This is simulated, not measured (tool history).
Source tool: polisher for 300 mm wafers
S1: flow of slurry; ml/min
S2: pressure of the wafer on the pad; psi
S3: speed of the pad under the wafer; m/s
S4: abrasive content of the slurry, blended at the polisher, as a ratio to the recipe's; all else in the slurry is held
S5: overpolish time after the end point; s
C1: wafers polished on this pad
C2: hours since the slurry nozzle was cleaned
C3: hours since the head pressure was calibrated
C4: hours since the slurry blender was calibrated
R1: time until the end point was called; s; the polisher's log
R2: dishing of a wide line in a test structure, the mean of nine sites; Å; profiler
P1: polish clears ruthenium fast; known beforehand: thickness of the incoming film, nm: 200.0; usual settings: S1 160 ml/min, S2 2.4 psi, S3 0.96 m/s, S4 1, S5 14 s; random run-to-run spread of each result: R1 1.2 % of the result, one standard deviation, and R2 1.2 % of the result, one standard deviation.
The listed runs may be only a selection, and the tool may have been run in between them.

run   hour   S1   S2    S3    S4  S5    C1     C2     C3     C4      R1      R2
  1   13.2  160  2.4  0.96     1  14   214  186.7  311.4   41.4  58.814   392.6
  2   24.6   95  2.4  0.96     1  14   283  198.1  322.8   52.8  67.109  359.88
  3   38.6  160  2.4  0.96     1  21   369  212.1  336.8   66.8  58.584  567.99
  4   48.6  160  2.4  1.42     1  14   430  222.1  346.8   76.8   40.54  557.17
  5   64.3  160  2.4  0.96     1  14   526  237.8  362.5   92.5  58.609  400.92
  6   81.3  160  1.8  0.96     1  14   630  254.8  379.5  109.5  78.994  306.86
  7   94.7  160  3.3  0.96     1  14   712  268.2  392.9  122.9  42.881  525.81
  8    104  160  2.4  0.96     1   4   769  277.5  402.2  132.2  59.599  119.54
  9  112.4  160  2.4  0.96     1  14   820  285.9  410.6  140.6  59.497  397.85
 10  124.5  160  2.4  0.96     1  14   894    298  422.7  152.7  59.019  407.41
 11  137.1  160  2.4  0.96     1  14   971  310.6  435.3  165.3  58.464  405.46
 12  149.8  160  2.4  1.28     1  26  1048  323.3    448    178  43.764  857.77
 13  161.1  160  2.4  0.96     1  14  1117  334.6  459.3  189.3  59.402  395.14
 14  173.1  160  2.4  0.96   1.3  14  1191  346.6  471.3  201.3  52.557  438.07
 15    188  205  2.4  0.96     1  14  1282  361.5  486.2  216.2  57.233  412.48
     198.8  -- slurry nozzle cleaned
 16  206.6  160  2.4  0.62     1  14  1395    7.8  504.8  234.8  92.549  263.17
 17  216.9  160  2.4  0.96  0.55  14  1458   18.1  515.1  245.1  82.511  291.31
 18  230.9  160  2.4  0.96     1  14  1544   32.1  529.1  259.1  57.622  400.58
 19  241.8  160  2.4  0.96     1  14  1610     43    540    270  60.408  393.57
 20  256.5  160  2.4  0.96     1  14  1700   57.7  554.7  284.7  64.921  372.81
 21  267.8  160  2.4  0.96     1  14  1769     69    566    296  64.396  374.57
     275.9  -- slurry blender recalibrated
 22  280.8  160  2.4  0.96     1  14  1849     82    579      5  64.279  367.21

Run 23 is up next; what results do you expect?
 23  291.6  160  2.4  0.96   1  14  1915  92.8  589.8  15.8   ?   ?

Run 23 came out at R1 66.357 s, R2 368.6 Å.
